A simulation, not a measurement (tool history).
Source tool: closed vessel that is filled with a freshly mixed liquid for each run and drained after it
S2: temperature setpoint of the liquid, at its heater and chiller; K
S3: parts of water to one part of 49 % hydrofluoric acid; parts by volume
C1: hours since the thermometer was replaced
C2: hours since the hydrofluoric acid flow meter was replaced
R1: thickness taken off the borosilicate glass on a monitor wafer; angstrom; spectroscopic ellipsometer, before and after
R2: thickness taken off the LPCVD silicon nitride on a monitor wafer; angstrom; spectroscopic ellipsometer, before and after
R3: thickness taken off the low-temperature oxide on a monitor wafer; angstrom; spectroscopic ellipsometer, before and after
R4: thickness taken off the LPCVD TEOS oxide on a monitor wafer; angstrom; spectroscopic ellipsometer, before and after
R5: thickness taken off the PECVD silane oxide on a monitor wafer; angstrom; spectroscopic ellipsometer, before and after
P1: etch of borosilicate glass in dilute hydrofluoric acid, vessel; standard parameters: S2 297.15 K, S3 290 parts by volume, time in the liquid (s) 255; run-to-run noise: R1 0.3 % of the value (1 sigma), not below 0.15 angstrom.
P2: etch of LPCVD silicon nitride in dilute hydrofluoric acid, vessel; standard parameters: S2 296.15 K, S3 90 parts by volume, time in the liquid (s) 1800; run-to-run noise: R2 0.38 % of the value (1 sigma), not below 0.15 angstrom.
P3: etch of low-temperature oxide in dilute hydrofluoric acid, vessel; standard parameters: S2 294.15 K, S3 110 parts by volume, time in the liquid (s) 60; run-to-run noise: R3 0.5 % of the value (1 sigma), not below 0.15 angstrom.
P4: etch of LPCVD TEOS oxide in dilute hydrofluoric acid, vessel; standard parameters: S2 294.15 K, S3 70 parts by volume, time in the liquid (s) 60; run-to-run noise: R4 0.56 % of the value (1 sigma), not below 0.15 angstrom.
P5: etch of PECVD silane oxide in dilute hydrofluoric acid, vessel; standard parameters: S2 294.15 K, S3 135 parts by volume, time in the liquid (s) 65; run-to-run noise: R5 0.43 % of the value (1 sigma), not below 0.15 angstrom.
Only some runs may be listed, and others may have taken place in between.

{"run": 1, "hour": 3.8, "process that ran": "P1", "S2": 297.15, "S3": 290, "time in the liquid (s)": 255, "C1": 443.6, "C2": 785.9, "R1": 160.18}
{"run": 2, "hour": 7.9, "process that ran": "P1", "S2": 297.15, "S3": 290, "time in the liquid (s)": 255, "C1": 447.7, "C2": 790.0, "R1": 160.31}
{"run": 3, "hour": 11.4, "process that ran": "P1", "S2": 297.15, "S3": 290, "time in the liquid (s)": 445, "C1": 451.2, "C2": 793.5, "R1": 280.17}
{"run": 4, "hour": 17.3, "process that ran": "P1", "S2": 297.15, "S3": 290, "time in the liquid (s)": 255, "C1": 457.1, "C2": 799.4, "R1": 160.82}
{"run": 5, "hour": 22.5, "process that ran": "P1", "S2": 300.65, "S3": 190, "time in the liquid (s)": 255, "C1": 462.3, "C2": 804.6, "R1": 309.76}
{"run": 6, "hour": 25.9, "process that ran": "P2", "S2": 296.15, "S3": 90, "time in the liquid (s)": 1800, "C1": 465.7, "C2": 808.0, "R2": 88.639}
{"run": 7, "hour": 30.9, "process that ran": "P1", "S2": 290.15, "S3": 290, "time in the liquid (s)": 255, "C1": 470.7, "C2": 813.0, "R1": 124.18}
{"run": 8, "hour": 35.3, "process that ran": "P2", "S2": 296.15, "S3": 125, "time in the liquid (s)": 1800, "C1": 475.1, "C2": 817.4, "R2": 63.753}
{"run": 9, "hour": 41.2, "process that ran": "P3", "S2": 299.65, "S3": 110, "time in the liquid (s)": 60, "C1": 481.0, "C2": 823.3, "R3": 126.48}
{"run": 10, "hour": 46.9, "process that ran": "P3", "S2": 294.15, "S3": 110, "time in the liquid (s)": 60, "C1": 486.7, "C2": 829.0, "R3": 101.12}
{"run": 11, "hour": 51.0, "process that ran": "P4", "S2": 294.15, "S3": 105, "time in the liquid (s)": 60, "C1": 490.8, "C2": 833.1, "R4": 284.46}
{"run": 12, "hour": 55.2, "process that ran": "P2", "S2": 302.65, "S3": 90, "time in the liquid (s)": 1800, "C1": 495.0, "C2": 837.3, "R2": 135.34}
{"run": 13, "hour": 60.2, "process that ran": "P1", "S2": 301.65, "S3": 290, "time in the liquid (s)": 255, "C1": 500.0, "C2": 842.3, "R1": 186.8}
{"run": 14, "hour": 64.6, "process that ran": "P3", "S2": 294.15, "S3": 160, "time in the liquid (s)": 60, "C1": 504.4, "C2": 846.7, "R3": 66.115}
{"run": 15, "hour": 68.7, "process that ran": "P4", "S2": 301.65, "S3": 70, "time in the liquid (s)": 60, "C1": 508.5, "C2": 850.8, "R4": 603.17}
{"run": 16, "hour": 75.5, "process that ran": "P1", "S2": 297.15, "S3": 290, "time in the liquid (s)": 255, "C1": 515.3, "C2": 857.6, "R1": 160.59}
{"run": 17, "hour": 80.8, "process that ran": "P5", "S2": 294.15, "S3": 135, "time in the liquid (s)": 30, "C1": 520.6, "C2": 862.9, "R5": 55.387}
{"run": 18, "hour": 86.7, "process that ran": "P1", "S2": 297.15, "S3": 290, "time in the liquid (s)": 30, "C1": 526.5, "C2": 868.8, "R1": 19.062}
{"run": 19, "hour": 94.1, "process that ran": "P3", "S2": 294.15, "S3": 110, "time in the liquid (s)": 60, "C1": 533.9, "C2": 876.2, "R3": 100.63}
{"run": 20, "hour": 98.7, "process that ran": "P1", "S2": 303.15, "S3": 440, "time in the liquid (s)": 255, "C1": 538.5, "C2": 880.8, "R1": 111.51}
{"run": 21, "hour": 106.3, "process that ran": "P2", "S2": 296.15, "S3": 90, "time in the liquid (s)": 1800, "C1": 546.1, "C2": 888.4, "R2": 89.161}
{"run": 22, "hour": 110.2, "process that ran": "P3", "S2": 294.15, "S3": 110, "time in the liquid (s)": 110, "C1": 550.0, "C2": 892.3, "R3": 187.02}
{"run": 23, "hour": 113.6, "process that ran": "P5", "S2": 294.15, "S3": 135, "time in the liquid (s)": 65, "C1": 553.4, "C2": 895.7, "R5": 120.21}
{"run": 24, "hour": 118.8, "process that ran": "P1", "S2": 297.15, "S3": 480, "time in the liquid (s)": 255, "C1": 558.6, "C2": 900.9, "R1": 81.681}
{"run": 25, "hour": 124.2, "process that ran": "P5", "S2": 290.15, "S3": 135, "time in the liquid (s)": 65, "C1": 564.0, "C2": 906.3, "R5": 102.29}
{"run": 26, "hour": 128.2, "process that ran": "P4", "S2": 294.15, "S3": 70, "time in the liquid (s)": 60, "C1": 568.0, "C2": 910.3, "R4": 449.78}
{"run": 27, "hour": 135.7, "process that ran": "P1", "S2": 297.15, "S3": 60, "time in the liquid (s)": 255, "C1": 575.5, "C2": 917.8, "R1": 1000.1}
{"run": 28, "hour": 141.4, "process that ran": "P5", "S2": 294.15, "S3": 250, "time in the liquid (s)": 65, "C1": 581.2, "C2": 923.5, "R5": 57.829}
{"run": 29, "hour": 145.1, "process that ran": "P1", "S2": 297.15, "S3": 290, "time in the liquid (s)": 255, "C1": 584.9, "C2": 927.2, "R1": 159.96}
{"run": 30, "hour": 152.5, "process that ran": "P2", "S2": 296.15, "S3": 90, "time in the liquid (s)": 595, "C1": 592.3, "C2": 934.6, "R2": 29.163}
{"run": 31, "hour": 159.5, "process that ran": "P4", "S2": 294.15, "S3": 70, "time in the liquid (s)": 30, "C1": 599.3, "C2": 941.6, "R4": 223.27}
{"run": 32, "hour": 164.3, "process that ran": "P1", "S2": 297.15, "S3": 290, "time in the liquid (s)": 255, "C1": 604.1, "C2": 946.4, "R1": 160.52}
{"run": 33, "hour": 170.8, "process that ran": "P1", "S2": 297.15, "S3": 290, "time in the liquid (s)": 255, "C1": 610.6, "C2": 952.9, "R1": 156.92}
{"run": 34, "hour": 174.1, "process that ran": "P1", "S2": 297.15, "S3": 290, "time in the liquid (s)": 255, "C1": 613.9, "C2": 956.2, "R1": 155.4}
{"run": 35, "hour": 179.3, "process that ran": "P1", "S2": 297.15, "S3": 290, "time in the liquid (s)": 255, "C1": 619.1, "C2": 961.4, "R1": 154.84}
{"run": 36, "hour": 185.9, "process that ran": "P1", "S2": 297.15, "S3": 290, "time in the liquid (s)": 255, "C1": 625.7, "C2": 968.0, "R1": 153.58}
{"run": 37, "hour": 189.9, "process that ran": "P1", "S2": 297.15, "S3": 290, "time in the liquid (s)": 255, "C1": 629.7, "C2": 972.0, "R1": 152.69}
{"run": 38, "hour": 197.1, "process that ran": "P1", "S2": 297.15, "S3": 290, "time in the liquid (s)": 255, "C1": 636.9, "C2": 979.2, "R1": 152.46}
{"run": 39, "hour": 204.0, "process that ran": "P1", "S2": 297.15, "S3": 290, "time in the liquid (s)": 255, "C1": 643.8, "C2": 986.1, "R1": 151.68}
{"run": 40, "hour": 209.3, "process that ran": "P1", "S2": 297.15, "S3": 290, "time in the liquid (s)": 255, "C1": 649.1, "C2": 991.4, "R1": 152.36}
{"run": 41, "hour": 216.3, "process that ran": "P1", "S2": 297.15, "S3": 290, "time in the liquid (s)": 255, "C1": 656.1, "C2": 998.4, "R1": 151.08}
{"run": 42, "hour": 221.0, "process that ran": "P1", "S2": 297.15, "S3": 290, "time in the liquid (s)": 255, "C1": 660.8, "C2": 1003.1, "R1": 151.68}

The log shows P1 creeping away from where it was. Any of the 2 causes listed here, at the size stated for it, fits the log just as well as the others:
A: liquid colder than its thermometer reads (K) = 1.61
B: hydrofluoric acid flow below the setpoint (%) = 4.3
At approximately hour 164.3, the process output began to creep.

The check runs listed below each take one wafer, and their results are still question marks. Under which run would the listed causes lead to clearly different results?
{"run": "check 1", "hour": 225.7, "process that ran": "P2", "S2": 299.15, "S3": 90, "time in the liquid (s)": 985, "R2": "?"}
{"run": "check 2", "hour": 225.7, "process that ran": "P4", "S2": 300.15, "S3": 100, "time in the liquid (s)": 60, "R4": "?"}
{"run": "check 3", "hour": 225.7, "process that ran": "P3", "S2": 294.15, "S3": 155, "time in the liquid (s)": 60, "R3": "?"}
{"run": "check 4", "hour": 225.7, "process that ran": "P5", "S2": 294.15, "S3": 240, "time in the liquid (s)": 30, "R5": "?"}

Check results expected under each cause:
check=check_1 result=R2 if_A=53.204 if_B=56.606
check=check_2 result=R4 if_A=359.74 if_B=364.34
check=check_3 result=R3 if_A=64.318 if_B=65.126
check=check_4 result=R5 if_A=26.389 if_B=26.557
How far apart the two closest causes lie, in the result that separates them most: check 1 6.2 %; check 2 1.27 %; check 3 1.25 %; check 4 0.63 %
Check 1 distinguishes between the causes, while the remaining checks would return nearly the same result for all of them.

The results of check 1 are: R2 53.665 angstrom. Based on these, which of the listed causes is it?

The correct cause is A, namely: liquid colder than its thermometer reads (K).
